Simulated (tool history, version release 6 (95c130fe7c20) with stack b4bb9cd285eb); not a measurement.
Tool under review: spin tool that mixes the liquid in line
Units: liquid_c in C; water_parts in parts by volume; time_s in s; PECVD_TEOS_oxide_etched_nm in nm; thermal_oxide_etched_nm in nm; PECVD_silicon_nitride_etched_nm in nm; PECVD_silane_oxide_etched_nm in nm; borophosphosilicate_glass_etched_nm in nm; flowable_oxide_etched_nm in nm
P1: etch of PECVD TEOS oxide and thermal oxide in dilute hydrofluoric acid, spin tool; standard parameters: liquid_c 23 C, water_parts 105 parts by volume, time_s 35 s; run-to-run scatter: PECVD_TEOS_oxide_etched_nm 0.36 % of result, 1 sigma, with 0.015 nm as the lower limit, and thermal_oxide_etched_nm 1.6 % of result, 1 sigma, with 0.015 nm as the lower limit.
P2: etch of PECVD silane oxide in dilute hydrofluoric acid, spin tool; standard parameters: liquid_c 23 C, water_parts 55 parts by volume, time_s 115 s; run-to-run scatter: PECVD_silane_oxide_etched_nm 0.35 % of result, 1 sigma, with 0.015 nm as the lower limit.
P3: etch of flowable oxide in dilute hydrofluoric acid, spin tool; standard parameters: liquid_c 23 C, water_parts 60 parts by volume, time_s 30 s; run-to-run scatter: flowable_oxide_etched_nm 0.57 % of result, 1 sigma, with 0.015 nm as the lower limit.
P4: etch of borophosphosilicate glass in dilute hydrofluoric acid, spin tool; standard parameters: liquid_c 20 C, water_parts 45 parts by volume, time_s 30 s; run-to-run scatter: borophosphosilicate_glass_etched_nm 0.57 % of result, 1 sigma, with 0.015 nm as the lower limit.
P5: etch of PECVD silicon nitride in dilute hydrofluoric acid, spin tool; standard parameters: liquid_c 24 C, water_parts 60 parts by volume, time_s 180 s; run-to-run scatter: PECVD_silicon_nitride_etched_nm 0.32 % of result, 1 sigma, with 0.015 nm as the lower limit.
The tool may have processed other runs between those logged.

run    day  process  liquid_c  water_parts  time_s  hours since the thermometer was replaced  hours since the hydrofluoric acid flow meter was replaced  PECVD_TEOS_oxide_etched_nm  thermal_oxide_etched_nm  PECVD_silicon_nitride_etched_nm  PECVD_silane_oxide_etched_nm  borophosphosilicate_glass_etched_nm  flowable_oxide_etched_nm
  1  0.125       P1        23          105      35                                      1758                                                     1775.8                      5.7997                   1.5242
  2  0.304       P5        24           95     180                                    1762.3                                                     1780.1                                                                                11.158
  3  0.412       P2        23           55     205                                    1764.9                                                     1782.7                                                                                                              57.014
  4  0.512       P4        20           20      30                                    1767.3                                                     1785.1                                                                                                                                                   84.356
  5  0.621       P3        23           25      30                                    1769.9                                                     1787.7                                                                                                                                                                             40.539
  6  0.742       P1        23          105      15                                    1772.8                                                     1790.6                       2.474                  0.66419
  7  0.883       P1        23          105      60                                    1776.2                                                       1794                      9.9063                   2.5957
  8  1.017       P1        23          105      35                                    1779.4                                                     1797.2                      5.7582                   1.5533
  9  1.196       P5        24           60      15                                    1783.7                                                     1801.5                                                                                1.4581
 10  1.342       P3        23           60      15                                    1787.2                                                       1805                                                                                                                                                                             7.8807
 11  1.517       P4        20           45      60                                    1791.4                                                     1809.2                                                                                                                                                   72.224
 12  1.629       P1        23          105      35                                    1794.1                                                     1811.9                      5.7293                   1.5383
 13  1.817       P1        17          105      35                                    1798.6                                                     1816.4                      4.5254                   1.2044
 14  1.975       P1        23           45      35                                    1802.4                                                     1820.2                      14.443                   3.7688
 15  2.108       P5        24           60     180                                    1805.6                                                     1823.4                                                                                17.453
 16  2.233       P1        28          105      35                                    1808.6                                                     1826.4                      6.9806                   1.8561
 17   2.35       P1        23          105      35                                    1811.4                                                     1829.2                      5.7901                   1.5249
 18  2.467       P1        23          105      35                                    1814.2                                                       1832                      5.7789                   1.5505
 19  2.612       P2        23           55     115                                    1817.7                                                     1835.5                                                                                                              32.221
 20  2.708       P1        23           50      15                                      1820                                                     1837.8                      5.5639                   1.4894
 21  2.812       P4        20           45      30                                    1822.5                                                     1840.3                                                                                                                                                   36.154
 22  2.938       P1        23          175      35                                    1825.5                                                     1843.3                      3.2009                   0.8517
 23  3.138       P1        23          105      35                                    1830.3                                                     1848.1                      5.7825                   1.5464

Run 24 is up next; what results do you expect?
 24  3.321       P2        23           20     115                                    1834.7                                                     1852.5                                                                                                                   ?

Run 24 came out at PECVD_silane_oxide_etched_nm 92.462 nm.
